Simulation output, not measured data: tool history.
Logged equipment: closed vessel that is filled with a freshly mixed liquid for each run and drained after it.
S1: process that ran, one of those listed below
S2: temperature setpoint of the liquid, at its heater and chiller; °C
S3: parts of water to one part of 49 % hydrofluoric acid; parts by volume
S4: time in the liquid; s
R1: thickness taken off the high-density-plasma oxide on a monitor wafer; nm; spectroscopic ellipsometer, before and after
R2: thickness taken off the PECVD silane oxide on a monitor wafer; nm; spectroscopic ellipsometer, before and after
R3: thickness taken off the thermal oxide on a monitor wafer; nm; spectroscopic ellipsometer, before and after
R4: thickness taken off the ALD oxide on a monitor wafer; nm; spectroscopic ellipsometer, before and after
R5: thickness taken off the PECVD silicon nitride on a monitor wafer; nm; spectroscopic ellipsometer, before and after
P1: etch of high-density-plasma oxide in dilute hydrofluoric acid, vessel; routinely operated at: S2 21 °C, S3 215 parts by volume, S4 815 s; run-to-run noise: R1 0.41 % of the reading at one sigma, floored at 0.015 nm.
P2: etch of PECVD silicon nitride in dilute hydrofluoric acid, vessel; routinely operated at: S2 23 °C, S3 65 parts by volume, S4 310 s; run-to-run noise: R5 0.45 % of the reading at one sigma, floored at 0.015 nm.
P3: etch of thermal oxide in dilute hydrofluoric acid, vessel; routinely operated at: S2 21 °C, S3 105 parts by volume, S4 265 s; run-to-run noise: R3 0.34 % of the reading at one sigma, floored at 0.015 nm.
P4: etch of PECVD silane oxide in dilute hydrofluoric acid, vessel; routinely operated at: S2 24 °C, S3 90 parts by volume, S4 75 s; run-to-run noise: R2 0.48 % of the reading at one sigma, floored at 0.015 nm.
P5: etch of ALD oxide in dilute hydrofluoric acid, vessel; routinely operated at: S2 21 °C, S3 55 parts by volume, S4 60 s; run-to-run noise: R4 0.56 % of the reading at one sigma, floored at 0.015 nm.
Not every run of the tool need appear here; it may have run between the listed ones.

{"run": 1, "hour": 3.1, "S1": "P1", "S2": 21, "S3": 215, "S4": 815, "R1": 14.918}
{"run": 2, "hour": 6.8, "S1": "P4", "S2": 24, "S3": 165, "S4": 75, "R2": 15.696}
{"run": 3, "hour": 12.5, "S1": "P3", "S2": 17, "S3": 105, "S4": 265, "R3": 8.959}
{"run": 4, "hour": 17.3, "S1": "P5", "S2": 21, "S3": 95, "S4": 60, "R4": 14.933}
{"run": 5, "hour": 22.3, "S1": "P2", "S2": 23, "S3": 65, "S4": 310, "R5": 7.79}
{"run": 6, "hour": 27.2, "S1": "P2", "S2": 23, "S3": 65, "S4": 310, "R5": 7.8215}
{"run": 7, "hour": 33.6, "S1": "P4", "S2": 24, "S3": 90, "S4": 30, "R2": 12.678}
{"run": 8, "hour": 39.1, "S1": "P3", "S2": 21, "S3": 105, "S4": 50, "R3": 2.0046}
{"run": 9, "hour": 43.4, "S1": "P4", "S2": 24, "S3": 90, "S4": 75, "R2": 31.994}
{"run": 10, "hour": 48.2, "S1": "P1", "S2": 26, "S3": 215, "S4": 1205, "R1": 26.309}
{"run": 11, "hour": 54.2, "S1": "P4", "S2": 30, "S3": 90, "S4": 75, "R2": 39.93}
{"run": 12, "hour": 57.7, "S1": "P1", "S2": 17, "S3": 215, "S4": 815, "R1": 12.797}
{"run": 13, "hour": 61.0, "S1": "P1", "S2": 21, "S3": 45, "S4": 815, "R1": 86.174}
{"run": 14, "hour": 67.9, "S1": "P3", "S2": 21, "S3": 155, "S4": 265, "R3": 6.7449}
{"run": 15, "hour": 71.7, "S1": "P2", "S2": 23, "S3": 90, "S4": 310, "R5": 5.6604}
{"run": 16, "hour": 78.4, "S1": "P1", "S2": 21, "S3": 215, "S4": 815, "R1": 14.993}
{"run": 17, "hour": 83.0, "S1": "P5", "S2": 21, "S3": 55, "S4": 35, "R4": 15.674}
{"run": 18, "hour": 87.2, "S1": "P1", "S2": 21, "S3": 370, "S4": 175, "R1": 1.6205}
{"run": 19, "hour": 93.6, "S1": "P3", "S2": 21, "S3": 105, "S4": 265, "R3": 10.593}
{"run": 20, "hour": 100.3, "S1": "P1", "S2": 21, "S3": 215, "S4": 1455, "R1": 26.599}
{"run": 21, "hour": 103.7, "S1": "P1", "S2": 21, "S3": 215, "S4": 815, "R1": 14.907}
{"run": 22, "hour": 109.7, "S1": "P4", "S2": 24, "S3": 90, "S4": 75, "R2": 32.081}
{"run": 23, "hour": 113.4, "S1": "P5", "S2": 21, "S3": 55, "S4": 60, "R4": 26.964}
{"hour": 119.3, "done": "hydrofluoric acid flow meter replaced"}
{"run": 24, "hour": 120.1, "S1": "P2", "S2": 17, "S3": 65, "S4": 310, "R5": 5.1644}
{"run": 25, "hour": 125.8, "S1": "P2", "S2": 23, "S3": 65, "S4": 500, "R5": 12.688}
{"run": 26, "hour": 129.6, "S1": "P1", "S2": 29, "S3": 285, "S4": 815, "R1": 13.976}
{"hour": 131.8, "done": "thermometer replaced"}
{"run": 27, "hour": 133.5, "S1": "P3", "S2": 21, "S3": 105, "S4": 265, "R3": 10.583}
{"run": 28, "hour": 136.6, "S1": "P1", "S2": 21, "S3": 215, "S4": 815, "R1": 14.994}
{"run": 29, "hour": 141.2, "S1": "P5", "S2": 29, "S3": 55, "S4": 60, "R4": 37.352}
{"run": 30, "hour": 147.8, "S1": "P1", "S2": 21, "S3": 215, "S4": 30, "R1": 0.53366}
{"run": 31, "hour": 151.1, "S1": "P1", "S2": 25.5, "S3": 215, "S4": 815, "R1": 17.637}
{"run": 32, "hour": 155.0, "S1": "P1", "S2": 21, "S3": 325, "S4": 815, "R1": 8.9149}
{"run": 33, "hour": 158.6, "S1": "P1", "S2": 21, "S3": 215, "S4": 815, "R1": 14.957}
{"run": 34, "hour": 164.9, "S1": "P1", "S2": 21, "S3": 215, "S4": 815, "R1": 15.005}
{"run": 35, "hour": 170.1, "S1": "P1", "S2": 21, "S3": 215, "S4": 815, "R1": 14.452}
{"run": 36, "hour": 177.0, "S1": "P1", "S2": 21, "S3": 215, "S4": 815, "R1": 14.07}
{"run": 37, "hour": 180.9, "S1": "P1", "S2": 21, "S3": 215, "S4": 815, "R1": 13.862}
{"run": 38, "hour": 185.3, "S1": "P1", "S2": 21, "S3": 215, "S4": 815, "R1": 13.781}
{"run": 39, "hour": 188.6, "S1": "P1", "S2": 21, "S3": 215, "S4": 815, "R1": 13.825}
{"run": 40, "hour": 194.2, "S1": "P1", "S2": 21, "S3": 215, "S4": 815, "R1": 13.824}
{"run": 41, "hour": 199.5, "S1": "P1", "S2": 21, "S3": 215, "S4": 815, "R1": 13.828}

The output of P1 has drifted from where it used to be. Each of the 2 causes below, taken at the size shown beside it, accounts for the log equally well:
A: liquid colder than its thermometer reads (K) = 2.1
B: hydrofluoric acid flow below the setpoint (%) = 6.36
At approximately hour 164.9, the process output began to creep.

Question marks stand in for the results of the 4 check runs listed below, each run on one wafer. Under which run would the listed causes show clearly different results?
{"run": "check 1", "hour": 204.8, "S1": "P4", "S2": 24, "S3": 140, "S4": 50, "R2": "?"}
{"run": "check 2", "hour": 204.8, "S1": "P2", "S2": 19, "S3": 65, "S4": 310, "R5": "?"}
{"run": "check 3", "hour": 204.8, "S1": "P5", "S2": 27, "S3": 85, "S4": 60, "R4": "?"}
{"run": "check 4", "hour": 204.8, "S1": "P3", "S2": 21, "S3": 105, "S4": 55, "R3": "?"}

What each check would give under each cause:
check=check_1 result=R2 if_A=11.799 if_B=11.859
check=check_2 result=R5 if_A=5.1169 if_B=5.5619
check=check_3 result=R4 if_A=19.62 if_B=19.802
check=check_4 result=R3 if_A=2.0185 if_B=2.0435
Separation of the two closest causes in each check, using whichever result separates them best: check 1 0.5 %; check 2 8.34 %; check 3 0.93 %; check 4 1.23 %
Only in check 2 would the causes give clearly different results; in the remaining checks their results would be nearly the same.

Here is what check 2 returned: R5 5.5381 nm. Which cause is it?

B is the cause: hydrofluoric acid flow below the setpoint (%).

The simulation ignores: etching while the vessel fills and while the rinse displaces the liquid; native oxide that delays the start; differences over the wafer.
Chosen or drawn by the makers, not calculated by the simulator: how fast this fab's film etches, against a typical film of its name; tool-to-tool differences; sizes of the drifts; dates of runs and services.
